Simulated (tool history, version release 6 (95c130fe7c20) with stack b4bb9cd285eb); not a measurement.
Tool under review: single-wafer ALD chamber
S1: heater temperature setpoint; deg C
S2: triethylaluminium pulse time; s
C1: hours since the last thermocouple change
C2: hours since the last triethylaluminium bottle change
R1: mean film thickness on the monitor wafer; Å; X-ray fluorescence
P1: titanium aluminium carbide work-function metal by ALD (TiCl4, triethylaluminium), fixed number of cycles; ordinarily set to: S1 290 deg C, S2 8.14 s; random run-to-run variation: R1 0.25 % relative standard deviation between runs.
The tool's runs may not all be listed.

| run | hour | S1 | S2 | C1 | C2 | R1 |
|---|---|---|---|---|---|---|
| 1 | 6.3 | 290 | 8.14 | 394.4 | 1032.2 | 18.630 |
|  | 7.2 | triethylaluminium bottle replaced |
| 2 | 13.3 | 290 | 8.14 | 401.4 | 6.1 | 18.601 |
| 3 | 17.1 | 290 | 8.14 | 405.2 | 9.9 | 18.529 |
| 4 | 24.3 | 290 | 8.14 | 412.4 | 17.1 | 18.532 |
| 5 | 27.9 | 290 | 12.87 | 416.0 | 20.7 | 19.565 |
| 6 | 35.3 | 275 | 4.76 | 423.4 | 28.1 | 14.872 |
| 7 | 39.1 | 290 | 8.14 | 427.2 | 31.9 | 18.541 |
| 8 | 44.4 | 290 | 8.14 | 432.5 | 37.2 | 18.474 |
| 9 | 51.2 | 290 | 3.89 | 439.3 | 44.0 | 14.502 |
| 10 | 56.3 | 303 | 8.14 | 444.4 | 49.1 | 19.662 |
| 11 | 61.3 | 276 | 8.14 | 449.4 | 54.1 | 17.426 |
| 12 | 69.4 | 290 | 8.14 | 457.5 | 62.2 | 18.560 |
| 13 | 77.3 | 290 | 8.14 | 465.4 | 70.1 | 18.194 |
| 14 | 82.2 | 290 | 8.14 | 470.3 | 75.0 | 18.212 |
| 15 | 87.0 | 290 | 8.14 | 475.1 | 79.8 | 18.116 |
| 16 | 94.9 | 290 | 8.14 | 483.0 | 87.7 | 18.104 |
| 17 | 101.5 | 290 | 8.14 | 489.6 | 94.3 | 18.118 |

Run 18 is up next; what results do you expect?
| 18 | 105.9 | 290 | 8.14 | 494.0 | 98.7 | ? |

Run 18 produced R1 18.071 Å.

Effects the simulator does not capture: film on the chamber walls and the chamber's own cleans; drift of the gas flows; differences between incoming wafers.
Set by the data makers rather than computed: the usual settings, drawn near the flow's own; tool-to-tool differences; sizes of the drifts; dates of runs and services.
